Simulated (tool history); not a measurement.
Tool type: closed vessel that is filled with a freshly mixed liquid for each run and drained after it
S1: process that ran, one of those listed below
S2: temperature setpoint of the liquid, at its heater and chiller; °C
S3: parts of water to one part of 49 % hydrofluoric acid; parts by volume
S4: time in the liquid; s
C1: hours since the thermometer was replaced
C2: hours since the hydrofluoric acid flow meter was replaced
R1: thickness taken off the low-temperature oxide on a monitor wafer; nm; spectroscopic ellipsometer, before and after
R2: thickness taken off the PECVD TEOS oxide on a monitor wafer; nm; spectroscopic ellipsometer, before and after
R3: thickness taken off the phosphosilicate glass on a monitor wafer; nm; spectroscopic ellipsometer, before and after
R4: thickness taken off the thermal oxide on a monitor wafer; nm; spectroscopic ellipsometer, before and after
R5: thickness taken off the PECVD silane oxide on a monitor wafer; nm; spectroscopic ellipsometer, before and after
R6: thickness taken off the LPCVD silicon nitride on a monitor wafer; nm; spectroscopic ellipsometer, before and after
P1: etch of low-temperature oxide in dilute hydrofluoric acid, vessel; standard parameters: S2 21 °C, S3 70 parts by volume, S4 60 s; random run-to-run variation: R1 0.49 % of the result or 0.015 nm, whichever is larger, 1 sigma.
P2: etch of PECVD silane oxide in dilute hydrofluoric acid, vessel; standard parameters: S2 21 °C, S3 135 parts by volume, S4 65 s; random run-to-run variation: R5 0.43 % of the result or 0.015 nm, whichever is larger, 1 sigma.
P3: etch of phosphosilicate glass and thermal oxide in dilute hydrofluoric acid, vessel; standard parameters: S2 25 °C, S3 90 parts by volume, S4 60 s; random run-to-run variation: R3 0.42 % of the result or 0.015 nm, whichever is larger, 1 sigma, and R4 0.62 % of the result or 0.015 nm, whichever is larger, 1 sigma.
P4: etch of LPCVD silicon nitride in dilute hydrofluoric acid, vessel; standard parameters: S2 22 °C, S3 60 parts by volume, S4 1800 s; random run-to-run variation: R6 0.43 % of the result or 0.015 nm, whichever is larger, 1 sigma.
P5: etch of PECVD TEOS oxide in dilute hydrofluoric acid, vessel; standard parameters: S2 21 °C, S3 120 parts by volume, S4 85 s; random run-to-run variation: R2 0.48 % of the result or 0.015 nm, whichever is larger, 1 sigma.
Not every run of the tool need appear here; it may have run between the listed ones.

run 1 hour=9.2 | S1=P1 S2=21 S3=70 S4=60 | C1=1913.5 C2=155.2 | R1=10.026
run 2 hour=17.1 | S1=P5 S2=21 S3=120 S4=30 | C1=1921.4 C2=163.1 | R2=2.2268
run 3 hour=21.4 | S1=P3 S2=25 S3=165 S4=60 | C1=1925.7 C2=167.4 | R3=57.188 R4=1.7447
run 4 hour=27.6 | S1=P5 S2=21 S3=120 S4=85 | C1=1931.9 C2=173.6 | R2=6.4169
run 5 hour=32.9 | S1=P1 S2=21 S3=70 S4=60 | C1=1937.2 C2=178.9 | R1=9.9561
run 6 hour=37.8 | S1=P1 S2=26.5 S3=100 S4=60 | C1=1942.1 C2=183.8 | R1=8.3781
run 7 hour=46.3 | S1=P1 S2=21 S3=40 S4=60 | C1=1950.6 C2=192.3 | R1=18.205
run 8 hour=54.6 | S1=P1 S2=21 S3=70 S4=60 | C1=1958.9 C2=200.6 | R1=9.9843
run 9 hour=63.8 | S1=P1 S2=21 S3=70 S4=60 | C1=1968.1 C2=209.8 | R1=9.911
run 10 hour=72.6 | S1=P1 S2=17 S3=70 S4=60 | C1=1976.9 C2=218.6 | R1=8.421
-- hour=76.9 hydrofluoric acid flow meter replaced
run 11 hour=80.3 | S1=P3 S2=25 S3=90 S4=60 | C1=1984.6 C2=3.5 | R3=115.74 R4=3.4903
run 12 hour=88.2 | S1=P1 S2=21 S3=70 S4=95 | C1=1992.5 C2=11.4 | R1=15.903
run 13 hour=93.9 | S1=P2 S2=21 S3=230 S4=65 | C1=1998.2 C2=17.1 | R5=5.4464
run 14 hour=102.4 | S1=P2 S2=21 S3=135 S4=105 | C1=2006.7 C2=25.6 | R5=16.568
run 15 hour=108.7 | S1=P1 S2=21 S3=70 S4=60 | C1=2013 C2=31.9 | R1=10.052
run 16 hour=114.2 | S1=P5 S2=21 S3=60 S4=85 | C1=2018.5 C2=37.4 | R2=13.79
run 17 hour=119.9 | S1=P4 S2=17 S3=60 S4=1800 | C1=2024.2 C2=43.1 | R6=9.2508
run 18 hour=125.4 | S1=P4 S2=22 S3=20 S4=1800 | C1=2029.7 C2=48.6 | R6=37.89
run 19 hour=134.2 | S1=P4 S2=22 S3=60 S4=1800 | C1=2038.5 C2=57.4 | R6=12.966
run 20 hour=142.6 | S1=P2 S2=21 S3=135 S4=65 | C1=2046.9 C2=65.8 | R5=10.235
run 21 hour=148.6 | S1=P3 S2=25 S3=90 S4=30 | C1=2052.9 C2=71.8 | R3=57.416 R4=1.7256
run 22 hour=154.1 | S1=P3 S2=17.5 S3=90 S4=60 | C1=2058.4 C2=77.3 | R3=84.751 R4=2.6121
run 23 hour=159.5 | S1=P1 S2=21 S3=70 S4=60 | C1=2063.8 C2=82.7 | R1=10.037
run 24 hour=167.6 | S1=P3 S2=25 S3=90 S4=60 | C1=2071.9 C2=90.8 | R3=114.77 R4=3.4038
run 25 hour=176.6 | S1=P1 S2=21 S3=120 S4=60 | C1=2080.9 C2=99.8 | R1=5.569
run 26 hour=182.7 | S1=P1 S2=28 S3=70 S4=60 | C1=2087 C2=105.9 | R1=13.177
run 27 hour=187.8 | S1=P2 S2=27 S3=135 S4=65 | C1=2092.1 C2=111 | R5=12.848
run 28 hour=194.4 | S1=P1 S2=21 S3=70 S4=30 | C1=2098.7 C2=117.6 | R1=4.9919
run 29 hour=203.8 | S1=P1 S2=21 S3=35 S4=90 | C1=2108.1 C2=127 | R1=31.422
run 30 hour=211.8 | S1=P5 S2=17 S3=120 S4=85 | C1=2116.1 C2=135 | R2=5.3856
run 31 hour=217.4 | S1=P4 S2=22 S3=60 S4=3535 | C1=2121.7 C2=140.6 | R6=25.735
run 32 hour=222.1 | S1=P1 S2=21 S3=70 S4=60 | C1=2126.4 C2=145.3 | R1=10.001
run 33 hour=231 | S1=P1 S2=21 S3=70 S4=60 | C1=2135.3 C2=154.2 | R1=9.9782
run 34 hour=239.3 | S1=P1 S2=21 S3=70 S4=60 | C1=2143.6 C2=162.5 | R1=10.518
run 35 hour=245.3 | S1=P1 S2=21 S3=70 S4=60 | C1=2149.6 C2=168.5 | R1=10.49
run 36 hour=254.4 | S1=P1 S2=21 S3=70 S4=60 | C1=2158.7 C2=177.6 | R1=10.855
run 37 hour=259.6 | S1=P1 S2=21 S3=70 S4=60 | C1=2163.9 C2=182.8 | R1=10.802
run 38 hour=268.7 | S1=P1 S2=21 S3=70 S4=60 | C1=2173 C2=191.9 | R1=10.929
run 39 hour=277.8 | S1=P1 S2=21 S3=70 S4=60 | C1=2182.1 C2=201 | R1=10.995
run 40 hour=282.2 | S1=P1 S2=21 S3=70 S4=60 | C1=2186.5 C2=205.4 | R1=11.039
run 41 hour=288.3 | S1=P1 S2=21 S3=70 S4=60 | C1=2192.6 C2=211.5 | R1=11.056

The output of P1 has drifted from where it used to be. Each of the 2 causes below, taken at the size shown beside it, accounts for the log equally well:
A: hydrofluoric acid flow above the setpoint (%) = 9.68
B: liquid hotter than its thermometer reads (K) = 2.43
Onset of the creep was near hour 231.

Which of the 4 check runs listed below separates the causes, so that each cause would produce a clearly different result? Each run uses one wafer, and its results are marked with question marks.
run check 1 hour=294.4 | S1=P2 S2=21 S3=135 S4=65 | R5=?
run check 2 hour=294.4 | S1=P4 S2=22 S3=60 S4=1800 | R6=?
run check 3 hour=294.4 | S1=P3 S2=25 S3=90 S4=60 | R3=? R4=?
run check 4 hour=294.4 | S1=P5 S2=21 S3=120 S4=85 | R2=?

Expected result of each check under each candidate cause:
check=check_1 result=R5 if_A=11.386 if_B=11.274
check=check_2 result=R6 if_A=14.289 if_B=15.382
check=check_3 result=R3 if_A=127.77 if_B=126.82
check=check_3 result=R4 if_A=3.8363 if_B=3.8077
check=check_4 result=R2 if_A=7.1325 if_B=7.0775
Distance between the nearest two causes, measured in the result of the check that separates them most: check 1 0.99 %; check 2 7.37 %; check 3 0.75 %; check 4 0.77 %
Check 2 is the one run that separates the causes; every other check would come out nearly the same whichever cause is at work.

Check 2 has now been run. It gave: R6 15.415 nm. Which of the candidate causes is it?

It was cause B: liquid hotter than its thermometer reads (K).
